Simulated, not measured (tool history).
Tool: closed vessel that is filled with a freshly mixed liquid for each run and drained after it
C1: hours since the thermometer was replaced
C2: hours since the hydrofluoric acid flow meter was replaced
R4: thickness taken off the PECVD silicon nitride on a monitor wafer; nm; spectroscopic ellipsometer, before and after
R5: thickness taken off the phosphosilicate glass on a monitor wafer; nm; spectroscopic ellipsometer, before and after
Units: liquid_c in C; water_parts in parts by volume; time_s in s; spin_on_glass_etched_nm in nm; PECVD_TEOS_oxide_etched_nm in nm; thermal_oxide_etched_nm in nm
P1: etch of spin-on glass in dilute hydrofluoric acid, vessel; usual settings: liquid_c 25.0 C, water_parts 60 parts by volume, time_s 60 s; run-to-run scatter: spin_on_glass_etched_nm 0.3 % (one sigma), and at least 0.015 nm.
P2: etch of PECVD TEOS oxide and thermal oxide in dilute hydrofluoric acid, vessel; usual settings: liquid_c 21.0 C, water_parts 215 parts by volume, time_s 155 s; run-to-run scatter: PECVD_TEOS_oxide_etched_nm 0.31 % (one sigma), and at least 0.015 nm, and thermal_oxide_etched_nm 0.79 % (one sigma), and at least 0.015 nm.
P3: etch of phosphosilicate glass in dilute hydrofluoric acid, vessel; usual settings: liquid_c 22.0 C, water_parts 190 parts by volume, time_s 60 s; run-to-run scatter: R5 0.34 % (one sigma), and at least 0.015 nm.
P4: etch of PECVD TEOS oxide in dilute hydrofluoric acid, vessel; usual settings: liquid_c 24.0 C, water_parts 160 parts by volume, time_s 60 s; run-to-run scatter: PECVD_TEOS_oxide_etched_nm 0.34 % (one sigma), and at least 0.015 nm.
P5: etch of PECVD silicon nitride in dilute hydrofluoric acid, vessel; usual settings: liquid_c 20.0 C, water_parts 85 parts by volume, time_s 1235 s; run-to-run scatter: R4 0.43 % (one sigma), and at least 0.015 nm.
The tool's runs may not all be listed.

run 1 hour=12.3 | process=P1 liquid_c=25.0 water_parts=60 time_s=60 | C1=1116.9 C2=189.2 | spin_on_glass_etched_nm=43.347
run 2 hour=20.6 | process=P1 liquid_c=18.0 water_parts=60 time_s=60 | C1=1125.2 C2=197.5 | spin_on_glass_etched_nm=32.418
run 3 hour=33.7 | process=P1 liquid_c=25.0 water_parts=30 time_s=60 | C1=1138.3 C2=210.6 | spin_on_glass_etched_nm=90.234
run 4 hour=45.5 | process=P1 liquid_c=32.0 water_parts=60 time_s=60 | C1=1150.1 C2=222.4 | spin_on_glass_etched_nm=56.710
run 5 hour=59.2 | process=P1 liquid_c=25.0 water_parts=105 time_s=100 | C1=1163.8 C2=236.1 | spin_on_glass_etched_nm=38.995
-- hour=63.3 hydrofluoric acid flow meter replaced
run 6 hour=72.4 | process=P4 liquid_c=24.0 water_parts=160 time_s=60 | C1=1177.0 C2=9.2 | PECVD_TEOS_oxide_etched_nm=9.2695
run 7 hour=88.6 | process=P4 liquid_c=24.0 water_parts=95 time_s=60 | C1=1193.2 C2=25.4 | PECVD_TEOS_oxide_etched_nm=16.8370
run 8 hour=101.6 | process=P2 liquid_c=21.0 water_parts=215 time_s=155 | C1=1206.2 C2=38.4 | PECVD_TEOS_oxide_etched_nm=7.4894 thermal_oxide_etched_nm=2.7270
run 9 hour=113.5 | process=P5 liquid_c=20.0 water_parts=85 time_s=1235 | C1=1218.1 C2=50.3 | R4=34.775
-- hour=128.0 thermometer replaced
run 10 hour=128.8 | process=P1 liquid_c=25.0 water_parts=60 time_s=30 | C1=0.8 C2=65.6 | spin_on_glass_etched_nm=21.624
run 11 hour=136.1 | process=P1 liquid_c=25.0 water_parts=60 time_s=60 | C1=8.1 C2=72.9 | spin_on_glass_etched_nm=43.391
run 12 hour=148.9 | process=P1 liquid_c=25.0 water_parts=60 time_s=85 | C1=20.9 C2=85.7 | spin_on_glass_etched_nm=61.049
run 13 hour=159.8 | process=P3 liquid_c=22.0 water_parts=105 time_s=60 | C1=31.8 C2=96.6 | R5=100.440
run 14 hour=167.7 | process=P1 liquid_c=25.0 water_parts=60 time_s=60 | C1=39.7 C2=104.5 | spin_on_glass_etched_nm=43.173
run 15 hour=180.7 | process=P2 liquid_c=21.0 water_parts=215 time_s=155 | C1=52.7 C2=117.5 | PECVD_TEOS_oxide_etched_nm=7.5036 thermal_oxide_etched_nm=2.7549
run 16 hour=192.2 | process=P2 liquid_c=21.0 water_parts=335 time_s=155 | C1=64.2 C2=129.0 | PECVD_TEOS_oxide_etched_nm=4.2974 thermal_oxide_etched_nm=1.5739
run 17 hour=204.0 | process=P1 liquid_c=25.0 water_parts=60 time_s=60 | C1=76.0 C2=140.8 | spin_on_glass_etched_nm=43.023
run 18 hour=213.6 | process=P4 liquid_c=24.0 water_parts=160 time_s=30 | C1=85.6 C2=150.4 | PECVD_TEOS_oxide_etched_nm=4.6334
run 19 hour=221.2 | process=P2 liquid_c=17.0 water_parts=215 time_s=155 | C1=93.2 C2=158.0 | PECVD_TEOS_oxide_etched_nm=6.4037 thermal_oxide_etched_nm=2.3532
run 20 hour=235.7 | process=P5 liquid_c=17.0 water_parts=85 time_s=1235 | C1=107.7 C2=172.5 | R4=28.134
run 21 hour=244.0 | process=P4 liquid_c=24.0 water_parts=160 time_s=60 | C1=116.0 C2=180.8 | PECVD_TEOS_oxide_etched_nm=9.2882
run 22 hour=253.7 | process=P1 liquid_c=25.0 water_parts=60 time_s=60 | C1=125.7 C2=190.5 | spin_on_glass_etched_nm=43.348
run 23 hour=265.1 | process=P4 liquid_c=18.5 water_parts=160 time_s=60 | C1=137.1 C2=201.9 | PECVD_TEOS_oxide_etched_nm=7.5001
run 24 hour=276.1 | process=P3 liquid_c=17.0 water_parts=190 time_s=60 | C1=148.1 C2=212.9 | R5=41.555
run 25 hour=285.7 | process=P1 liquid_c=25.0 water_parts=95 time_s=60 | C1=157.7 C2=222.5 | spin_on_glass_etched_nm=25.979
run 26 hour=295.3 | process=P5 liquid_c=20.0 water_parts=85 time_s=1235 | C1=167.3 C2=232.1 | R4=34.526
run 27 hour=308.4 | process=P2 liquid_c=21.0 water_parts=215 time_s=80 | C1=180.4 C2=245.2 | PECVD_TEOS_oxide_etched_nm=3.8693 thermal_oxide_etched_nm=1.4536
run 28 hour=318.5 | process=P5 liquid_c=20.0 water_parts=85 time_s=2190 | C1=190.5 C2=255.3 | R4=61.181
run 29 hour=330.3 | process=P3 liquid_c=22.0 water_parts=190 time_s=35 | C1=202.3 C2=267.1 | R5=29.555
run 30 hour=341.4 | process=P5 liquid_c=20.0 water_parts=30 time_s=1235 | C1=213.4 C2=278.2 | R4=95.212
run 31 hour=353.7 | process=P3 liquid_c=22.0 water_parts=190 time_s=60 | C1=225.7 C2=290.5 | R5=50.447
run 32 hour=362.8 | process=P1 liquid_c=25.0 water_parts=60 time_s=60 | C1=234.8 C2=299.6 | spin_on_glass_etched_nm=43.170
run 33 hour=376.6 | process=P1 liquid_c=25.0 water_parts=60 time_s=60 | C1=248.6 C2=313.4 | spin_on_glass_etched_nm=44.638
run 34 hour=390.4 | process=P1 liquid_c=25.0 water_parts=60 time_s=60 | C1=262.4 C2=327.2 | spin_on_glass_etched_nm=45.108
run 35 hour=406.0 | process=P1 liquid_c=25.0 water_parts=60 time_s=60 | C1=278.0 C2=342.8 | spin_on_glass_etched_nm=45.325
run 36 hour=416.2 | process=P1 liquid_c=25.0 water_parts=60 time_s=60 | C1=288.2 C2=353.0 | spin_on_glass_etched_nm=45.382
run 37 hour=430.7 | process=P1 liquid_c=25.0 water_parts=60 time_s=60 | C1=302.7 C2=367.5 | spin_on_glass_etched_nm=45.757
run 38 hour=444.5 | process=P1 liquid_c=25.0 water_parts=60 time_s=60 | C1=316.5 C2=381.3 | spin_on_glass_etched_nm=45.584

What P1 gives has crept away from where it was. These 2 causes fit the log equally well, each at the size given:
A: liquid hotter than its thermometer reads (K) = 1.38
B: hydrofluoric acid flow above the setpoint (%) = 5.27
The creep began at about hour 362.8.

4 check runs are offered, one wafer each, their results left as question marks. Which one tells the causes apart?
run check 1 hour=458.3 | process=P2 liquid_c=17.0 water_parts=215 time_s=155 | PECVD_TEOS_oxide_etched_nm=? thermal_oxide_etched_nm=?
run check 2 hour=458.3 | process=P4 liquid_c=24.0 water_parts=100 time_s=60 | PECVD_TEOS_oxide_etched_nm=?
run check 3 hour=458.3 | process=P5 liquid_c=20.0 water_parts=35 time_s=1235 | R4=?
run check 4 hour=458.3 | process=P3 liquid_c=17.0 water_parts=125 time_s=60 | R5=?

What each check would give under each cause:
check=check_1 result=PECVD_TEOS_oxide_etched_nm if_A=6.7712 if_B=6.8181
check=check_1 result=thermal_oxide_etched_nm if_A=2.4852 if_B=2.5024
check=check_2 result=PECVD_TEOS_oxide_etched_nm if_A=16.8120 if_B=16.8670
check=check_3 result=R4 if_A=90.323 if_B=86.219
check=check_4 result=R5 if_A=71.343 if_B=71.391
How far apart the two closest causes lie, in the result that separates them most: check 1 0.69 %; check 2 0.32 %; check 3 4.65 %; check 4 0.07 %
Check 3 tells the causes apart: in the others they would give nearly the same result.

Check 3 was then run and gave: R4 89.642 nm. Which cause is it?

It is A: liquid hotter than its thermometer reads (K).
